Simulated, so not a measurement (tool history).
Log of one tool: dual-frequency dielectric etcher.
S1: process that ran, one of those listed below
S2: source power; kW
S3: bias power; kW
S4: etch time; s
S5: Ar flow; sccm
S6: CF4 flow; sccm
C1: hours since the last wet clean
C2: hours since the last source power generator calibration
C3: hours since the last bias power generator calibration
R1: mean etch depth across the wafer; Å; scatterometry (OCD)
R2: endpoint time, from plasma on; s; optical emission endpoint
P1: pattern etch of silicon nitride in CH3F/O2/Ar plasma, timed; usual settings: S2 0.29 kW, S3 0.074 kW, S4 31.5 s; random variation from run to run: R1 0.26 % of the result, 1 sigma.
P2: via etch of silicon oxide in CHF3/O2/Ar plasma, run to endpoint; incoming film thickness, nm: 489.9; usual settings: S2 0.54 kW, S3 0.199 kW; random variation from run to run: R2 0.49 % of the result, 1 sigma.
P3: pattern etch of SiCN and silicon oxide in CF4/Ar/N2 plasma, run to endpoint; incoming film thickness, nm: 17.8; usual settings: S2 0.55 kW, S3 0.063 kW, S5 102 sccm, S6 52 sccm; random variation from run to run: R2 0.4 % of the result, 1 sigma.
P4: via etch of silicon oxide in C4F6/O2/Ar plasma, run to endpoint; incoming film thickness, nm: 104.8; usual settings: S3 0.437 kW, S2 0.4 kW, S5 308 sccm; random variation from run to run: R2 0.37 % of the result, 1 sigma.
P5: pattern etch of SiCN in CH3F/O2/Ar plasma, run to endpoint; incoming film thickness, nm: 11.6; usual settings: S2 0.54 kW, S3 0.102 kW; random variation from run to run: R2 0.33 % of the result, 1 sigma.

run 1 day=0.383 | S1=P1 S2=0.29 S3=0.074 S4=31.5 | C1=149.3 C2=2483.6 C3=827 | R1=198.78
run 2 day=0.838 | S1=P1 S2=0.29 S3=0.074 S4=20 | C1=160.2 C2=2494.5 C3=837.9 | R1=125.58
run 3 day=1.104 | S1=P4 S2=0.4 S3=0.534 S5=308 | C1=166.6 C2=2500.9 C3=844.3 | R2=22.492
run 4 day=1.446 | S1=P1 S2=0.29 S3=0.074 S4=38.5 | C1=174.8 C2=2509.1 C3=852.5 | R1=241.62
run 5 day=1.679 | S1=P2 S2=0.54 S3=0.199 | C1=180.4 C2=2514.7 C3=858.1 | R2=245.25
run 6 day=1.996 | S1=P1 S2=0.29 S3=0.097 S4=31.5 | C1=188 C2=2522.3 C3=865.7 | R1=217.58
-- day=2.004 wet clean of the chamber
run 7 day=2.283 | S1=P1 S2=0.36 S3=0.095 S4=31.5 | C1=6.7 C2=2529.2 C3=872.6 | R1=235.45
run 8 day=2.592 | S1=P1 S2=0.29 S3=0.05 S4=31.5 | C1=14.1 C2=2536.6 C3=880 | R1=173.23
run 9 day=2.842 | S1=P4 S2=0.4 S3=0.437 S5=308 | C1=20.1 C2=2542.6 C3=886 | R2=24.142
run 10 day=3.308 | S1=P1 S2=0.23 S3=0.074 S4=31.5 | C1=31.3 C2=2553.8 C3=897.2 | R1=181.34
run 11 day=3.6 | S1=P1 S2=0.29 S3=0.074 S4=31.5 | C1=38.3 C2=2560.8 C3=904.2 | R1=198.4
run 12 day=3.962 | S1=P4 S2=0.4 S3=0.437 S5=308 | C1=47 C2=2569.5 C3=912.9 | R2=24.385
run 13 day=4.208 | S1=P4 S2=0.5 S3=0.437 S5=308 | C1=52.9 C2=2575.4 C3=918.8 | R2=22.395
run 14 day=4.596 | S1=P3 S2=0.55 S3=0.063 S5=102 S6=52 | C1=62.2 C2=2584.7 C3=928.1 | R2=18.884
run 15 day=4.929 | S1=P4 S2=0.4 S3=0.437 S5=199 | C1=70.2 C2=2592.7 C3=936.1 | R2=22.962
run 16 day=5.425 | S1=P2 S2=0.34 S3=0.199 | C1=82.1 C2=2604.6 C3=948 | R2=291.86
run 17 day=5.692 | S1=P5 S2=0.35 S3=0.102 | C1=88.5 C2=2611 C3=954.4 | R2=27.461
run 18 day=5.996 | S1=P2 S2=0.54 S3=0.199 | C1=95.8 C2=2618.3 C3=961.7 | R2=245.1
run 19 day=6.383 | S1=P1 S2=0.39 S3=0.074 S4=46 | C1=105.1 C2=2627.6 C3=971 | R1=323.42
run 20 day=6.633 | S1=P1 S2=0.37 S3=0.074 S4=31.5 | C1=111.1 C2=2633.6 C3=977 | R1=215.78
run 21 day=6.871 | S1=P1 S2=0.29 S3=0.074 S4=31.5 | C1=116.8 C2=2639.3 C3=982.7 | R1=196.91
run 22 day=7.158 | S1=P2 S2=0.54 S3=0.138 | C1=123.7 C2=2646.2 C3=989.6 | R2=274.59
run 23 day=7.517 | S1=P1 S2=0.29 S3=0.074 S4=31.5 | C1=132.3 C2=2654.8 C3=998.2 | R1=198.66
run 24 day=8 | S1=P5 S2=0.54 S3=0.102 | C1=143.9 C2=2666.4 C3=1009.8 | R2=23.397
run 25 day=8.45 | S1=P1 S2=0.29 S3=0.061 S4=46 | C1=154.7 C2=2677.2 C3=1020.6 | R1=269.7
run 26 day=8.879 | S1=P3 S2=0.55 S3=0.041 S5=102 S6=52 | C1=165 C2=2687.5 C3=1030.9 | R2=21.448
-- day=9.062 bias power generator calibrated
run 27 day=9.288 | S1=P1 S2=0.29 S3=0.074 S4=31.5 | C1=174.8 C2=2697.3 C3=5.4 | R1=198.67
run 28 day=9.525 | S1=P3 S2=0.55 S3=0.063 S5=67 S6=52 | C1=180.5 C2=2703 C3=11.1 | R2=17.468
run 29 day=9.925 | S1=P5 S2=0.54 S3=0.142 | C1=190.1 C2=2712.6 C3=20.7 | R2=20.746
run 30 day=10.233 | S1=P5 S2=0.54 S3=0.102 | C1=197.5 C2=2720 C3=28.1 | R2=23.465
run 31 day=10.654 | S1=P3 S2=0.55 S3=0.063 S5=102 S6=35 | C1=207.6 C2=2730.1 C3=38.2 | R2=20.145
run 32 day=10.921 | S1=P3 S2=0.76 S3=0.063 S5=102 S6=52 | C1=214 C2=2736.5 C3=44.6 | R2=14.31
run 33 day=11.167 | S1=P1 S2=0.29 S3=0.074 S4=31.5 | C1=219.9 C2=2742.4 C3=50.5 | R1=197.43
run 34 day=11.583 | S1=P1 S2=0.29 S3=0.074 S4=31.5 | C1=229.9 C2=2752.4 C3=60.5 | R1=197.39
run 35 day=11.938 | S1=P1 S2=0.29 S3=0.074 S4=31.5 | C1=238.4 C2=2760.9 C3=69 | R1=197.15
run 36 day=12.267 | S1=P1 S2=0.29 S3=0.074 S4=31.5 | C1=246.3 C2=2768.8 C3=76.9 | R1=197.22
run 37 day=12.675 | S1=P1 S2=0.29 S3=0.074 S4=31.5 | C1=256.1 C2=2778.6 C3=86.7 | R1=196.13
run 38 day=13.15 | S1=P1 S2=0.29 S3=0.074 S4=31.5 | C1=267.5 C2=2790 C3=98.1 | R1=196.06
run 39 day=13.646 | S1=P1 S2=0.29 S3=0.074 S4=31.5 | C1=279.4 C2=2801.9 C3=110 | R1=195.08
-- day=14.071 wet clean of the chamber
run 40 day=14.162 | S1=P1 S2=0.29 S3=0.074 S4=31.5 | C1=2.2 C2=2814.3 C3=122.4 | R1=195.44
run 41 day=14.4 | S1=P1 S2=0.29 S3=0.074 S4=31.5 | C1=7.9 C2=2820 C3=128.1 | R1=195.03
run 42 day=14.804 | S1=P1 S2=0.29 S3=0.074 S4=31.5 | C1=17.6 C2=2829.7 C3=137.8 | R1=195.63
run 43 day=15.146 | S1=P1 S2=0.29 S3=0.074 S4=31.5 | C1=25.8 C2=2837.9 C3=146 | R1=195.6
run 44 day=15.575 | S1=P1 S2=0.29 S3=0.074 S4=31.5 | C1=36.1 C2=2848.2 C3=156.3 | R1=195.16

The next listed run, before its measurement:
run 45 day=15.879 | S1=P1 S2=0.29 S3=0.074 S4=31.5 | C1=43.4 C2=2855.5 C3=163.6 | R1=?

{"run 45": {"R1": 195.36}}

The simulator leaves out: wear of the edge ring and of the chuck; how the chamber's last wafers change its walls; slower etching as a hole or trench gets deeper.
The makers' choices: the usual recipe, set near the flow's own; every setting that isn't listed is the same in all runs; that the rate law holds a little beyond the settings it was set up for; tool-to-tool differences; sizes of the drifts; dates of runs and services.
